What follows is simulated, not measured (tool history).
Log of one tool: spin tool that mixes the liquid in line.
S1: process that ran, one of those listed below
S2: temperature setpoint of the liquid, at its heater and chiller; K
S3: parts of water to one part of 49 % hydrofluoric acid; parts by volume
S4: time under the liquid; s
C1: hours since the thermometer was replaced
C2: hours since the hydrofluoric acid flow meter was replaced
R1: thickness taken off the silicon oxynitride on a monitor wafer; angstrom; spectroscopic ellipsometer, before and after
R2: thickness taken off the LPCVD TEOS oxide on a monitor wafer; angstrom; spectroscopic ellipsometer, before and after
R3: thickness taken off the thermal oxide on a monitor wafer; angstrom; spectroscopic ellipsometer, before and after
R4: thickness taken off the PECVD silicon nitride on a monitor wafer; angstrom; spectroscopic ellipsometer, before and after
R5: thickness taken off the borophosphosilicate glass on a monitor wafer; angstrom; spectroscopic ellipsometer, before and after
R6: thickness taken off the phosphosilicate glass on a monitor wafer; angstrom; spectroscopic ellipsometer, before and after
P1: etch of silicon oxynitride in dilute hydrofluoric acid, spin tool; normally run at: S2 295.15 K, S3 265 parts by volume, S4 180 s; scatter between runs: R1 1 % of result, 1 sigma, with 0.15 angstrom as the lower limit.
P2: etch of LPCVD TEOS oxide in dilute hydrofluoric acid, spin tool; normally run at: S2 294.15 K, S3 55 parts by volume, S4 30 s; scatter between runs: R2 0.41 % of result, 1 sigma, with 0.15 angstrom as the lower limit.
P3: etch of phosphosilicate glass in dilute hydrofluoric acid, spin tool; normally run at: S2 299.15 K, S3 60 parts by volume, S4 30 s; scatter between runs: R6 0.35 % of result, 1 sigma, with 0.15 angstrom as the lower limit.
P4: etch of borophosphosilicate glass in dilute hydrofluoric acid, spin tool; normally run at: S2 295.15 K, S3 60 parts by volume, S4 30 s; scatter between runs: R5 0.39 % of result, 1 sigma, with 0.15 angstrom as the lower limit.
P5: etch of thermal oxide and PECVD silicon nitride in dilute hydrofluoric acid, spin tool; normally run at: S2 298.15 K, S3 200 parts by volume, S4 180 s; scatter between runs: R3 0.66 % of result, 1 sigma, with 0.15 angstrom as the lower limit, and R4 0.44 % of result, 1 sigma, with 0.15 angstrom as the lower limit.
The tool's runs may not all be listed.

Run 1, hour 11.6: S1 P1, S2 295.15 K, S3 265 parts by volume, S4 180 s; C1 497.1; C2 337.4. Result: R1 20.858 angstrom.
Run 2, hour 25.9: S1 P2, S2 294.15 K, S3 55 parts by volume, S4 30 s; C1 511.4; C2 351.7. Result: R2 194.74 angstrom.
Run 3, hour 43: S1 P1, S2 290.15 K, S3 265 parts by volume, S4 315 s; C1 528.5; C2 368.8. Result: R1 29.1 angstrom.
Run 4, hour 51.3: S1 P5, S2 298.15 K, S3 125 parts by volume, S4 180 s; C1 536.8; C2 377.1. Result: R3 64.283 angstrom, R4 87.392 angstrom.
Run 5, hour 65.3: S1 P4, S2 295.15 K, S3 60 parts by volume, S4 30 s; C1 550.8; C2 391.1. Result: R5 174.49 angstrom.
Run 6, hour 82.5: S1 P1, S2 302.65 K, S3 265 parts by volume, S4 180 s; C1 568; C2 408.3. Result: R1 28.352 angstrom.
Run 7, hour 96.9: S1 P4, S2 303.15 K, S3 60 parts by volume, S4 30 s; C1 582.4; C2 422.7. Result: R5 241.22 angstrom.
Run 8, hour 105.5: S1 P3, S2 299.15 K, S3 60 parts by volume, S4 15 s; C1 591; C2 431.3. Result: R6 388.64 angstrom.
Run 9, hour 117: S1 P5, S2 294.15 K, S3 200 parts by volume, S4 180 s; C1 602.5; C2 442.8. Result: R3 32.098 angstrom, R4 41.964 angstrom.
Run 10, hour 125.3: S1 P2, S2 294.15 K, S3 55 parts by volume, S4 50 s; C1 610.8; C2 451.1. Result: R2 324.84 angstrom.
Run 11, hour 139: S1 P1, S2 295.15 K, S3 265 parts by volume, S4 320 s; C1 624.5; C2 464.8. Result: R1 36.823 angstrom.
Run 12, hour 156.3: S1 P1, S2 290.15 K, S3 265 parts by volume, S4 180 s; C1 641.8; C2 482.1. Result: R1 15.975 angstrom.
Run 13, hour 173: S1 P5, S2 298.15 K, S3 200 parts by volume, S4 180 s; C1 658.5; C2 498.8. Result: R3 37.014 angstrom, R4 54.43 angstrom.
Run 14, hour 189: S1 P1, S2 295.15 K, S3 110 parts by volume, S4 180 s; C1 674.5; C2 514.8. Result: R1 56.258 angstrom.
Run 15, hour 205.8: S1 P1, S2 295.15 K, S3 265 parts by volume, S4 180 s; C1 691.3; C2 531.6. Result: R1 21.067 angstrom.
Run 16, hour 222: S1 P4, S2 295.15 K, S3 60 parts by volume, S4 30 s; C1 707.5; C2 547.8. Result: R5 174.21 angstrom.
Run 17, hour 229.9: S1 P4, S2 295.15 K, S3 60 parts by volume, S4 15 s; C1 715.4; C2 555.7. Result: R5 87.333 angstrom.
Run 18, hour 245.1: S1 P3, S2 299.15 K, S3 60 parts by volume, S4 30 s; C1 730.6; C2 570.9. Result: R6 776.49 angstrom.
Run 19, hour 254.9: S1 P5, S2 298.15 K, S3 200 parts by volume, S4 40 s; C1 740.4; C2 580.7. Result: R3 8.461 angstrom, R4 11.99 angstrom.
Run 20, hour 262.5: S1 P4, S2 295.15 K, S3 100 parts by volume, S4 30 s; C1 748; C2 588.3. Result: R5 100.1 angstrom.
Run 21, hour 274.4: S1 P2, S2 294.15 K, S3 55 parts by volume, S4 30 s; C1 759.9; C2 600.2. Result: R2 194.91 angstrom.
Run 22, hour 291.8: S1 P3, S2 305.65 K, S3 60 parts by volume, S4 30 s; C1 777.3; C2 617.6. Result: R6 1001.9 angstrom.
Run 23, hour 301.4: S1 P1, S2 295.15 K, S3 265 parts by volume, S4 180 s; C1 786.9; C2 627.2. Result: R1 21.025 angstrom.
Run 24, hour 311.3: S1 P1, S2 295.15 K, S3 265 parts by volume, S4 65 s; C1 796.8; C2 637.1. Result: R1 7.5406 angstrom.
Run 25, hour 321.8: S1 P1, S2 295.15 K, S3 265 parts by volume, S4 180 s; C1 807.3; C2 647.6. Result: R1 20.695 angstrom.
Run 26, hour 337.2: S1 P1, S2 295.15 K, S3 425 parts by volume, S4 180 s; C1 822.7; C2 663. Result: R1 11.743 angstrom.
Run 27, hour 352.6: S1 P3, S2 299.15 K, S3 100 parts by volume, S4 30 s; C1 838.1; C2 678.4. Result: R6 440.41 angstrom.
Run 28, hour 362.2: S1 P2, S2 300.15 K, S3 55 parts by volume, S4 30 s; C1 847.7; C2 688. Result: R2 249.5 angstrom.
Run 29, hour 373: S1 P1, S2 295.15 K, S3 265 parts by volume, S4 180 s; C1 858.5; C2 698.8. Result: R1 20.296 angstrom.
Run 30, hour 388.5: S1 P2, S2 294.15 K, S3 20 parts by volume, S4 30 s; C1 874; C2 714.3. Result: R2 561.38 angstrom.
Run 31, hour 399.4: S1 P1, S2 295.15 K, S3 265 parts by volume, S4 180 s; C1 884.9; C2 725.2. Result: R1 20.979 angstrom.
Run 32, hour 409.2: S1 P1, S2 295.15 K, S3 265 parts by volume, S4 180 s; C1 894.7; C2 735. Result: R1 21.648 angstrom.
Run 33, hour 417.3: S1 P1, S2 295.15 K, S3 265 parts by volume, S4 180 s; C1 902.8; C2 743.1. Result: R1 22.284 angstrom.
Run 34, hour 431.6: S1 P1, S2 295.15 K, S3 265 parts by volume, S4 180 s; C1 917.1; C2 757.4. Result: R1 22.441 angstrom.
Run 35, hour 440.8: S1 P1, S2 295.15 K, S3 265 parts by volume, S4 180 s; C1 926.3; C2 766.6. Result: R1 22.685 angstrom.
Run 36, hour 455.6: S1 P1, S2 295.15 K, S3 265 parts by volume, S4 180 s; C1 941.1; C2 781.4. Result: R1 23.37 angstrom.
Run 37, hour 463.8: S1 P1, S2 295.15 K, S3 265 parts by volume, S4 180 s; C1 949.3; C2 789.6. Result: R1 22.495 angstrom.
Run 38, hour 471.9: S1 P1, S2 295.15 K, S3 265 parts by volume, S4 180 s; C1 957.4; C2 797.7. Result: R1 23.044 angstrom.
Run 39, hour 487.4: S1 P1, S2 295.15 K, S3 265 parts by volume, S4 180 s; C1 972.9; C2 813.2. Result: R1 23.368 angstrom.
Run 40, hour 502.9: S1 P1, S2 295.15 K, S3 265 parts by volume, S4 180 s; C1 988.4; C2 828.7. Result: R1 22.846 angstrom.

P1 no longer gives what it gave before; its output has crept away from where it was. The following 2 causes, each at its listed size, fit the log equally well:
A: liquid hotter than its thermometer reads (K) = 2.4
B: hydrofluoric acid flow above the setpoint (%) = 9.31
Onset of the creep was near hour 399.4.

Consider the 4 single-wafer check runs listed below, results given as question marks: which one distinguishes between the causes by giving clearly different results for each?
Run check 1, hour 518.4: S1 P3, S2 299.15 K, S3 60 parts by volume, S4 30 s. Result: R6 ?.
Run check 2, hour 518.4: S1 P5, S2 298.15 K, S3 200 parts by volume, S4 180 s. Result: R3 ?, R4 ?.
Run check 3, hour 518.4: S1 P4, S2 295.15 K, S3 60 parts by volume, S4 30 s. Result: R5 ?.
Run check 4, hour 518.4: S1 P2, S2 294.15 K, S3 55 parts by volume, S4 30 s. Result: R2 ?.

What each check would give under each cause:
  check  result    if A    if B
check 1      R6  853.47  853.98
check 2      R3  40.247  41.115
check 2      R4  63.629  59.912
check 3      R5  192.02   191.4
check 4      R2     215   213.9
Per-check spread between the two closest causes, in the result where they differ most: check 1 0.06 %; check 2 6.02 %; check 3 0.32 %; check 4 0.51 %
Check 2 is the one run that separates the causes; every other check would come out nearly the same whichever cause is at work.

After running check 2, the following was obtained: R3 41.729 angstrom; R4 59.731 angstrom. Which cause does this point to?

The correct cause is B, namely: hydrofluoric acid flow above the setpoint (%).

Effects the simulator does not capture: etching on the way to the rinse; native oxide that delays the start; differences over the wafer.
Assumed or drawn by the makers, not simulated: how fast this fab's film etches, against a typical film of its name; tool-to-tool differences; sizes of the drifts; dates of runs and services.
